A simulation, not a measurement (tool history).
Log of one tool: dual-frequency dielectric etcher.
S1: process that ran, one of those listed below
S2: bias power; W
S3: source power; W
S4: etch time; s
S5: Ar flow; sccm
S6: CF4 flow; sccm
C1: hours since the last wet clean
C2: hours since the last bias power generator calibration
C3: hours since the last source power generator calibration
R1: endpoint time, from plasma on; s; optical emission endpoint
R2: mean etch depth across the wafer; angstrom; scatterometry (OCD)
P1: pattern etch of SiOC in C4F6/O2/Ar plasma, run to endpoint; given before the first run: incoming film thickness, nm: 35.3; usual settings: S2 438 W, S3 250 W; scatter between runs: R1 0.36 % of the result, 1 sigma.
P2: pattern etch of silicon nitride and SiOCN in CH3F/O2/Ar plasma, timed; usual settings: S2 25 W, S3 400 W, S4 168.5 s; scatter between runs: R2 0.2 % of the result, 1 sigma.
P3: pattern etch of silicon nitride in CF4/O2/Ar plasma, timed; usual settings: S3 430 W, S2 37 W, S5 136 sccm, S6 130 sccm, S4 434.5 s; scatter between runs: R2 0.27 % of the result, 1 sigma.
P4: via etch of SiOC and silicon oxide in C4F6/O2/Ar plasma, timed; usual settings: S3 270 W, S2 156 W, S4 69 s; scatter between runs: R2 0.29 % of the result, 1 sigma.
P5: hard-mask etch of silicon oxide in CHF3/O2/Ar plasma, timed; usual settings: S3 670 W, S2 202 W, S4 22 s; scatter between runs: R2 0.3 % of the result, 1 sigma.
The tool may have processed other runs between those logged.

run,hour,S1,S2,S3,S4,S5,S6,C1,C2,C3,R1,R2
1,7.3,P1,438,250,,,,80.6,941.6,430.1,14.812,
2,11.1,P5,202,670,22,,,84.4,945.4,433.9,,474.47
3,17.4,P1,438,150,,,,90.7,951.7,440.2,17.858,
4,24.5,P1,276,250,,,,97.8,958.8,447.3,17.514,
5,28.1,P2,25,540,168.5,,,101.4,962.4,450.9,,264.64
6,33.8,P4,124,270,69,,,107.1,968.1,456.6,,579.13
7,37.6,P4,156,270,96,,,110.9,971.9,460.4,,867.81
8,41.2,P4,156,270,69,,,114.5,975.5,464,,622.24
9,46.5,P2,25,400,168.5,,,119.8,980.8,469.3,,239.7
10,51.4,P5,124,670,22,,,124.7,985.7,474.2,,404.99
11,55.4,P1,438,250,,,,128.7,989.7,478.2,14.833,
12,61.9,P2,25,400,241.5,,,135.2,996.2,484.7,,343.9
13,69.1,P3,37,430,434.5,97,130,142.4,1003.4,491.9,,6620.3
14,75.5,P3,37,430,628.5,136,130,148.8,1009.8,498.3,,9130.6
15,82,P3,37,430,434.5,136,183,155.3,1016.3,504.8,,6609.7
16,88,P2,18,400,168.5,,,161.3,1022.3,510.8,,207.81
17,95,P1,438,250,,,,168.3,1029.3,517.8,14.831,
18,102,P3,37,350,434.5,136,130,175.3,1036.3,524.8,,5266.2
19,105.2,P1,526,250,,,,178.5,1039.5,528,13.831,
20,112.1,P1,566,290,,,,185.4,1046.4,534.9,12.767,
21,117.7,P4,156,170,69,,,191,1052,540.5,,519.14
22,123.1,P5,202,870,22,,,196.4,1057.4,545.9,,526.9
23,127.7,P3,23,430,434.5,136,130,201,1062,550.5,,5389.5
24,132.8,P1,438,250,,,,206.1,1067.1,555.6,14.902,
25,137.2,P5,202,670,32,,,210.5,1071.5,560,,692.32
26,143.3,P1,438,330,,,,216.6,1077.6,566.1,13.408,
27,148.4,P3,37,430,434.5,136,130,221.7,1082.7,571.2,,6323.4
28,152.4,P3,37,430,434.5,136,130,225.7,1086.7,575.2,,6318.9
29,158,P1,438,250,,,,231.3,1092.3,580.8,14.805,
30,163.8,P2,25,400,168.5,,,237.1,1098.1,586.6,,240.8
31,170.9,P1,438,250,,,,244.2,1105.2,593.7,14.806,
32,177.6,P1,438,250,,,,250.9,1111.9,600.4,14.945,
33,183,P1,438,250,,,,256.3,1117.3,605.8,15.008,
34,188.8,P1,438,250,,,,262.1,1123.1,611.6,15.083,
# hour 194.3: wet clean of the chamber
35,195.1,P1,438,250,,,,0.9,1129.4,617.9,15.078,
36,199.5,P1,438,250,,,,5.3,1133.8,622.3,15.055,
37,203.2,P1,438,250,,,,9,1137.5,626,15.126,

P1 has crept away from where it was. The log is fitted equally well by each of these 2 causes, at the sizes shown:
A: source power that arrives under what is set, % = 4.82
B: bias power that arrives under what is set, % = 4.75
Onset of the creep was near hour 170.9.
Excluded causes, each with its reason:
chamber walls in a state that lowers the etch rate, %: maintenance at hour 194.3, after the shift began, did not return the process to its former output

Each of the 4 check runs below uses one wafer; its results are left as question marks. Which run tells the causes apart?
check 1,206.9,P4,130,270,83,,,,,,,?
check 2,206.9,P2,19,400,221,,,,,,,?
check 3,206.9,P3,37,430,434.5,136,179,,,,,?
check 4,206.9,P5,202,840,28.5,,,,,,,?

Expected result of each check under each candidate cause:
check,result,if A,if B
check 1,R2,693.13,696.18
check 2,R2,273.7,272.74
check 3,R2,6307,6479.7
check 4,R2,657.6,659.32
Separation of the two closest causes in each check, using whichever result separates them best: check 1 0.44 %; check 2 0.35 %; check 3 2.7 %; check 4 0.26 %
Only check 3 tells the causes apart: in the others they would give nearly the same result.

With check 3 done, the readings were: R2 6309.3 angstrom. Identify which of the listed causes applies.

Of the candidate causes, it is A: source power that arrives under what is set, %.
